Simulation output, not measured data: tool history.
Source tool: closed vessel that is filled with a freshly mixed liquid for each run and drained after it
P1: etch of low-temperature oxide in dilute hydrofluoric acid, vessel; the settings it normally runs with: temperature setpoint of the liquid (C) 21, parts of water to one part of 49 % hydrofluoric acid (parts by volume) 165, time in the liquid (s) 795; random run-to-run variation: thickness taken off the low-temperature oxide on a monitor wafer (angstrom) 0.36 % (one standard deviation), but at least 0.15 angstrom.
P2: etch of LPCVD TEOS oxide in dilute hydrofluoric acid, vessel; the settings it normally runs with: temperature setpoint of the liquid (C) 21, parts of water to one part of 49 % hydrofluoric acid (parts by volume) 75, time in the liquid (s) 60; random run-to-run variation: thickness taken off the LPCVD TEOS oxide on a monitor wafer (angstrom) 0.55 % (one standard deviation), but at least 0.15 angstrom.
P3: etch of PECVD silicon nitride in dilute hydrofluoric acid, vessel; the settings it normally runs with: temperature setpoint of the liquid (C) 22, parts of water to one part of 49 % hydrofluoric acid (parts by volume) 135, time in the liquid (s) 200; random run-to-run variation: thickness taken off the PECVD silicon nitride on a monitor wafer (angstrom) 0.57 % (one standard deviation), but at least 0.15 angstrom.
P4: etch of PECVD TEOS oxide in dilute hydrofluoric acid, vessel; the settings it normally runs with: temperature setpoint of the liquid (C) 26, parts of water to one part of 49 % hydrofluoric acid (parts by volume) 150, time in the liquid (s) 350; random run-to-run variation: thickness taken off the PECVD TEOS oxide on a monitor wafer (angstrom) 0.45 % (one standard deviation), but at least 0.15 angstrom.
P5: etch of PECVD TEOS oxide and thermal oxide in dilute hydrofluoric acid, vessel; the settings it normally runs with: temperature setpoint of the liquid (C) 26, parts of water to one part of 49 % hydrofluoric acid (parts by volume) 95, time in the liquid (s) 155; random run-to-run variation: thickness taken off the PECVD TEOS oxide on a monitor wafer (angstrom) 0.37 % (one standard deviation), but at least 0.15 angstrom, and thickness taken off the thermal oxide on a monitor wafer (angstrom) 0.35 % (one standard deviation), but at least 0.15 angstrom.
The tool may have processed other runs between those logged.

| run | hour | process that ran | temperature setpoint of the liquid (C) | parts of water to one part of 49 % hydrofluoric acid (parts by volume) | time in the liquid (s) | hours since the thermometer was replaced | hours since the hydrofluoric acid flow meter was replaced | thickness taken off the low-temperature oxide on a monitor wafer (angstrom) | thickness taken off the PECVD TEOS oxide on a monitor wafer (angstrom) | thickness taken off the thermal oxide on a monitor wafer (angstrom) | thickness taken off the LPCVD TEOS oxide on a monitor wafer (angstrom) | thickness taken off the PECVD silicon nitride on a monitor wafer (angstrom) |
|---|---|---|---|---|---|---|---|---|---|---|---|---|
| 1 | 8.5 | P1 | 21 | 165 | 795 | 524.4 | 731.3 | 566.79 |  |  |  |  |
| 2 | 12.9 | P4 | 26 | 235 | 350 | 528.8 | 735.7 |  | 129.46 |  |  |  |
| 3 | 19 | P5 | 26 | 95 | 290 | 534.9 | 741.8 |  | 822.31 | 168.9 |  |  |
| 4 | 23.5 | P1 | 21 | 165 | 795 | 539.4 | 746.3 | 566.11 |  |  |  |  |
| 5 | 29.2 | P2 | 21 | 75 | 60 | 545.1 | 752 |  |  |  | 391.39 |  |
| 6 | 33.8 | P1 | 21 | 165 | 795 | 549.7 | 756.6 | 567.43 |  |  |  |  |
| 7 | 40.9 | P2 | 21 | 75 | 60 | 556.8 | 763.7 |  |  |  | 390.79 |  |
| 8 | 49.3 | P4 | 26 | 150 | 350 | 565.2 | 772.1 |  | 224.64 |  |  |  |
| 9 | 54.3 | P3 | 22 | 135 | 200 | 570.2 | 777.1 |  |  |  |  | 41.745 |
| 10 | 58.3 | P2 | 27 | 75 | 60 | 574.2 | 781.1 |  |  |  | 498.27 |  |
| 11 | 65.4 | P5 | 26 | 40 | 155 | 581.3 | 788.2 |  | 1130.1 | 230.71 |  |  |
| 12 | 72.7 | P2 | 21 | 75 | 110 | 588.6 | 795.5 |  |  |  | 720.81 |  |
| 13 | 80 | P1 | 21 | 165 | 360 | 595.9 | 802.8 | 256.38 |  |  |  |  |
| 14 | 84.6 | P2 | 21 | 125 | 60 | 600.5 | 807.4 |  |  |  | 222.87 |  |
| 15 | 91.1 | P3 | 22 | 250 | 200 | 607 | 813.9 |  |  |  |  | 22.96 |
| 16 | 95.3 | P1 | 17 | 165 | 480 | 611.2 | 818.1 | 292.16 |  |  |  |  |
| 17 | 100.9 | P1 | 21 | 275 | 795 | 616.8 | 823.7 | 304.11 |  |  |  |  |
| 18 | 108.2 | P5 | 19 | 95 | 155 | 624.1 | 831 |  | 332.77 | 67.635 |  |  |
| 19 | 116.6 | P1 | 17 | 165 | 795 | 632.5 | 839.4 | 484.47 |  |  |  |  |
| 20 | 125.1 | P1 | 21 | 70 | 795 | 641 | 847.9 | 1484.2 |  |  |  |  |
| 21 | 132.6 | P4 | 26 | 150 | 350 | 648.5 | 855.4 |  | 224.06 |  |  |  |
| 22 | 138.6 | P4 | 26 | 150 | 580 | 654.5 | 861.4 |  | 371.35 |  |  |  |
| 23 | 146.4 | P4 | 18 | 150 | 350 | 662.3 | 869.2 |  | 162.21 |  |  |  |
| 24 | 154.9 | P3 | 22 | 135 | 200 | 670.8 | 877.7 |  |  |  |  | 41.939 |
| 25 | 161.7 | P3 | 17 | 135 | 200 | 677.6 | 884.5 |  |  |  |  | 29.621 |
| 26 | 170.2 | P3 | 22 | 135 | 110 | 686.1 | 893 |  |  |  |  | 23.087 |
| 27 | 177.6 | P5 | 26 | 95 | 155 | 693.5 | 900.4 |  | 438.97 | 89.689 |  |  |
| 28 | 185.2 | P1 | 21 | 165 | 1475 | 701.1 | 908 | 1054.3 |  |  |  |  |
| 29 | 191.2 | P1 | 21 | 165 | 795 | 707.1 | 914 | 567.9 |  |  |  |  |
| 30 | 198.4 | P1 | 29.5 | 165 | 795 | 714.3 | 921.2 | 779.43 |  |  |  |  |
| 31 | 204.4 | P1 | 21 | 165 | 795 | 720.3 | 927.2 | 565.85 |  |  |  |  |
| 32 | 208.4 | P1 | 21 | 165 | 795 | 724.3 | 931.2 | 579.84 |  |  |  |  |
| 33 | 214.5 | P1 | 21 | 165 | 795 | 730.4 | 937.3 | 587.07 |  |  |  |  |
| 34 | 220.5 | P1 | 21 | 165 | 795 | 736.4 | 943.3 | 594.3 |  |  |  |  |
| 35 | 228.6 | P1 | 21 | 165 | 795 | 744.5 | 951.4 | 600.89 |  |  |  |  |
| 36 | 232.6 | P1 | 21 | 165 | 795 | 748.5 | 955.4 | 598.76 |  |  |  |  |
| 37 | 240.4 | P1 | 21 | 165 | 795 | 756.3 | 963.2 | 605.18 |  |  |  |  |
| 38 | 245.7 | P1 | 21 | 165 | 795 | 761.6 | 968.5 | 602.59 |  |  |  |  |
| 39 | 252.6 | P1 | 21 | 165 | 795 | 768.5 | 975.4 | 603.94 |  |  |  |  |

What P1 gives has crept away from where it was. These 2 causes fit the log equally well, each at the size given:
A: liquid hotter than its thermometer reads (K) = 1.65
B: hydrofluoric acid flow above the setpoint (%) = 5.62
The gradual shift began around hour 204.4.

Consider the 4 check runs below, whose results appear as question marks and each of which averages 2 wafers. Which one distinguishes the causes, in that each cause would give it a clearly different result?
| check 1 | 259.5 | P3 | 18.5 | 245 | 200 |  |  |  |  |  |  | ? |
| check 2 | 259.5 | P5 | 22 | 95 | 245 |  |  |  | ? | ? |  |  |
| check 3 | 259.5 | P2 | 25.5 | 75 | 100 |  |  |  |  |  | ? |  |
| check 4 | 259.5 | P4 | 20 | 150 | 575 |  |  |  | ? |  |  |  |

Check results expected under each cause:
| check | result | if A | if B |
|---|---|---|---|
| check 1 | thickness taken off the PECVD silicon nitride on a monitor wafer (angstrom) | 20.721 | 19.617 |
| check 2 | thickness taken off the PECVD TEOS oxide on a monitor wafer (angstrom) | 635.48 | 631.87 |
| check 2 | thickness taken off the thermal oxide on a monitor wafer (angstrom) | 129.76 | 129.02 |
| check 3 | thickness taken off the LPCVD TEOS oxide on a monitor wafer (angstrom) | 836.93 | 832.49 |
| check 4 | thickness taken off the PECVD TEOS oxide on a monitor wafer (angstrom) | 311.18 | 310.53 |
Separation of the two closest causes in each check, using whichever result separates them best: check 1 5.47 %; check 2 0.57 %; check 3 0.53 %; check 4 0.21 %
Only check 1 tells the causes apart: in the others they would give nearly the same result.

Running check 1 produced the following: thickness taken off the PECVD silicon nitride on a monitor wafer (angstrom) 19.601. Which one of the listed causes fits?

B is the cause: hydrofluoric acid flow above the setpoint (%).
